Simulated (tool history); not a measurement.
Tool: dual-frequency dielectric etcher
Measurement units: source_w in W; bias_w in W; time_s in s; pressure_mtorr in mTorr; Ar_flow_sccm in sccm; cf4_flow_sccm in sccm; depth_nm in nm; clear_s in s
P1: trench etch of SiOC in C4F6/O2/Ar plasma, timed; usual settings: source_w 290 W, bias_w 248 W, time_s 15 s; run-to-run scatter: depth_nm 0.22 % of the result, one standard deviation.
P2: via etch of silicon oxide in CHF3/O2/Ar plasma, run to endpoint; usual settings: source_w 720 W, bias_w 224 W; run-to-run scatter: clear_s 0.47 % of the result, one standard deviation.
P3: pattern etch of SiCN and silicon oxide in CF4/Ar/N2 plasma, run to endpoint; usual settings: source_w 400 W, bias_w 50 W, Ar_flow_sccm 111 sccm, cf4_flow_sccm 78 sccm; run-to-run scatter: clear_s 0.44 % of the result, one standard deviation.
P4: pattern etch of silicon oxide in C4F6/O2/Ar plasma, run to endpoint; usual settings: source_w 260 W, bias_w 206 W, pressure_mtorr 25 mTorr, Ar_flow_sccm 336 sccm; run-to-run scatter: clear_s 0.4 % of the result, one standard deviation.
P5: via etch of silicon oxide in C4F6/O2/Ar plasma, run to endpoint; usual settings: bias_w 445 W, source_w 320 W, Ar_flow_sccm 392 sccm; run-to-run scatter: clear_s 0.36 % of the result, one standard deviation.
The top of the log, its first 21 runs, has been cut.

run 22 day=3 | process=P4 source_w=260 bias_w=206 pressure_mtorr=31 Ar_flow_sccm=336 | clear_s=12.782
run 23 day=3.167 | process=P5 source_w=320 bias_w=589 Ar_flow_sccm=392 | clear_s=30.419
run 24 day=3.358 | process=P5 source_w=320 bias_w=445 Ar_flow_sccm=392 | clear_s=33.74
run 25 day=3.458 | process=P1 source_w=290 bias_w=248 time_s=15 | depth_nm=31.038
run 26 day=3.567 | process=P3 source_w=290 bias_w=50 Ar_flow_sccm=111 cf4_flow_sccm=78 | clear_s=27.811
run 27 day=3.7 | process=P3 source_w=400 bias_w=31 Ar_flow_sccm=111 cf4_flow_sccm=78 | clear_s=24.1
run 28 day=3.854 | process=P4 source_w=260 bias_w=206 pressure_mtorr=25 Ar_flow_sccm=336 | clear_s=12.456
run 29 day=4.004 | process=P3 source_w=400 bias_w=50 Ar_flow_sccm=134 cf4_flow_sccm=78 | clear_s=21.576
run 30 day=4.088 | process=P5 source_w=320 bias_w=445 Ar_flow_sccm=392 | clear_s=33.937
run 31 day=4.267 | process=P5 source_w=410 bias_w=445 Ar_flow_sccm=392 | clear_s=30.851
run 32 day=4.425 | process=P1 source_w=380 bias_w=248 time_s=15 | depth_nm=34.445
run 33 day=4.612 | process=P1 source_w=290 bias_w=248 time_s=15 | depth_nm=31.11
run 34 day=4.717 | process=P1 source_w=290 bias_w=248 time_s=15 | depth_nm=31.111
run 35 day=4.846 | process=P1 source_w=290 bias_w=248 time_s=15 | depth_nm=30.893
run 36 day=4.996 | process=P1 source_w=290 bias_w=248 time_s=15 | depth_nm=30.861
run 37 day=5.192 | process=P1 source_w=290 bias_w=248 time_s=15 | depth_nm=30.846
run 38 day=5.321 | process=P1 source_w=290 bias_w=248 time_s=15 | depth_nm=30.73
run 39 day=5.475 | process=P1 source_w=290 bias_w=248 time_s=15 | depth_nm=30.611
run 40 day=5.608 | process=P1 source_w=290 bias_w=248 time_s=15 | depth_nm=30.657
-- day=5.646 wet clean of the chamber
run 41 day=5.779 | process=P1 source_w=290 bias_w=248 time_s=15 | depth_nm=30.803

Run 42 is up next; what results do you expect?
run 42 day=5.921 | process=P1 source_w=290 bias_w=248 time_s=15 | depth_nm=?

depth_nm: 30.693 nm

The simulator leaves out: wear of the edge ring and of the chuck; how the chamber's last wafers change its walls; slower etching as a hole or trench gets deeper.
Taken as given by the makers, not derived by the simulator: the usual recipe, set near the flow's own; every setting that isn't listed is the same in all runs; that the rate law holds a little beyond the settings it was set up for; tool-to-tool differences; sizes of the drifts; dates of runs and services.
